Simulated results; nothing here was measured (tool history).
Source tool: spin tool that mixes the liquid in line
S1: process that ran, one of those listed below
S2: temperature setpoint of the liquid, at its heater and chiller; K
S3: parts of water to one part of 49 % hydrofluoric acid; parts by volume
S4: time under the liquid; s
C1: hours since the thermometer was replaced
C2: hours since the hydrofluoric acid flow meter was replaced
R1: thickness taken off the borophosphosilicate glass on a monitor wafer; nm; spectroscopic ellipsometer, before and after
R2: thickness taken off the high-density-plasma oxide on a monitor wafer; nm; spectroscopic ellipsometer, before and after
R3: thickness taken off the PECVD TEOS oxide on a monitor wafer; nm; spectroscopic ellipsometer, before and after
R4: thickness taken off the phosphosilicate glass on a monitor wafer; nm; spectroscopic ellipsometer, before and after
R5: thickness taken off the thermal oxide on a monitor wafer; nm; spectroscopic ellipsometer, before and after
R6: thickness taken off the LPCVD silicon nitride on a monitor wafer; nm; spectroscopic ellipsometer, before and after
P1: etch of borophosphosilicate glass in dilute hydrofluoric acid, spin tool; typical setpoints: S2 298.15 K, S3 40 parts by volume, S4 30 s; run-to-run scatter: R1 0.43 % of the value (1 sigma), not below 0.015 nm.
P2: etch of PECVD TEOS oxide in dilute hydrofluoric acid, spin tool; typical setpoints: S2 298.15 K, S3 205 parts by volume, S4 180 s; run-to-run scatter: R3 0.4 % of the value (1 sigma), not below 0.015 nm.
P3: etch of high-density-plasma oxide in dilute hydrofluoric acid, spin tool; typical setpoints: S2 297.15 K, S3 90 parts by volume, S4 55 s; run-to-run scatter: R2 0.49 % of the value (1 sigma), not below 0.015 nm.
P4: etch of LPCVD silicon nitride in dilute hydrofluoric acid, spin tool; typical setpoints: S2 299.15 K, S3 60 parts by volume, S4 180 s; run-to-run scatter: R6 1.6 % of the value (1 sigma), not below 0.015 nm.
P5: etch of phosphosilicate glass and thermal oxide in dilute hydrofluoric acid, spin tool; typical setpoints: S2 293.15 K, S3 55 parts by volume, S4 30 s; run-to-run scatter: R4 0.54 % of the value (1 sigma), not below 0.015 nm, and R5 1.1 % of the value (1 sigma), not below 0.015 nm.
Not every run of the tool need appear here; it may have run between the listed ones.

run   hour  S1      S2   S3   S4      C1     C2      R1      R2       R3      R4      R5       R6
  1   14.4  P1  298.15   40   30  1790.2  216.6  37.314
  2   23.5  P3  297.15   90   90  1799.3  225.7          7.2860
  3   36.3  P2  298.15  205  180  1812.1  238.5                  15.9890
  4   54.6  P5  293.15  105   30  1830.4  256.8                           32.303  1.2005
  5   72.5  P1  290.15   40   30  1848.3  274.7  26.253
  6   81.0  P1  298.15   40   60  1856.8  283.2  73.870
  7   90.2  P1  298.15   40   30  1866.0  292.4  37.102
  8  102.4  P1  298.15   40   30  1878.2  304.6  37.259
  9  115.3  P3  297.15  130   55  1891.1  317.5          2.9188
 10  129.9  P5  293.15   55   45  1905.7  332.1                           98.782  3.7674
 11  145.9  P5  297.15   55   30  1921.7  348.1                           77.876  2.9674
 12  155.7  P5  293.15   55   30  1931.5  357.9                           65.445  2.4953
 13  172.9  P2  298.15  205  180  1948.7  375.1                  16.0610
 14  190.1  P2  298.15  205   15  1965.9  392.3                   1.3399
 15  200.4  P4  299.15   60   65  1976.2  402.6                                           0.55012
 16  214.0  P2  298.15   65  180  1989.8  416.2                  59.7420
 17  233.4  P1  298.15   65   30  2009.2  435.6  21.996
 18  248.8  P4  299.15   60  180  2024.6  451.0                                           1.60340
 19  259.7  P3  297.15   90   55  2035.5  461.9          4.4451
 20  274.7  P1  298.15   40   15  2050.5  476.9  18.499
 21  283.5  P3  290.65   90   55  2059.3  485.7          3.4452
 22  298.0  P3  297.15   90   55  2073.8  500.2          4.4968
 23  311.3  P1  298.15   40   30  2087.1  513.5  37.144
 24  329.8  P1  298.15   40   30  2105.6  532.0  37.327
 25  347.5  P1  298.15   25   15  2123.3  549.7  30.144
 26  365.7  P4  299.15   20  180  2141.5  567.9                                           4.70450
 27  383.6  P4  305.65   60  180  2159.4  585.8                                           2.44240
 28  392.6  P2  290.15  205  180  2168.4  594.8                  11.8740
 29  407.8  P1  298.15   20   30  2183.6  610.0  76.518
 30  425.2  P1  303.65   40   30  2201.0  627.4  46.395
 31  444.3  P1  298.15   40   30  2220.1  646.5  36.907
 32  462.7  P1  298.15   40   30  2238.5  664.9  38.769
 33  473.2  P1  298.15   40   30  2249.0  675.4  39.324
 34  482.6  P1  298.15   40   30  2258.4  684.8  39.917
 35  500.4  P1  298.15   40   30  2276.2  702.6  40.309
 36  519.8  P1  298.15   40   30  2295.6  722.0  40.593
 37  535.6  P1  298.15   40   30  2311.4  737.8  40.014

The log shows P1 creeping away from where it was. Any of the 2 causes listed here, at the size stated for it, fits the log just as well as the others:
A: hydrofluoric acid flow above the setpoint (%) = 8.56
B: liquid hotter than its thermometer reads (K) = 2.12
The gradual shift began around hour 444.3.

You are offered 4 check runs, listed below with question marks in place of their results; each one averages 5 wafers. Which run separates the listed causes by giving clearly different results for each?
check 1  551.4  P3  294.15  90   55               ?
check 2  551.4  P2  290.65  70  180                   ?
check 3  551.4  P4  305.15  20  180                               ?
check 4  551.4  P5  293.15  95   30                       ?   ?

Outcome of each check run for each possible cause:
  check  result     if A     if B
check 1      R2   4.3086   4.2897
check 2      R3  44.2460  44.3190
check 3      R6  7.52040  7.96710
check 4      R4   39.632   39.471
check 4      R5   1.5045   1.4984
Separation of the two closest causes in each check, using whichever result separates them best: check 1 0.44 %; check 2 0.16 %; check 3 5.77 %; check 4 0.41 %
Check 3 tells the causes apart: in the others they would give nearly the same result.

Check 3 has now been run. It gave: R6 7.42340 nm. Which of the candidate causes is it?

It was cause A: hydrofluoric acid flow above the setpoint (%).
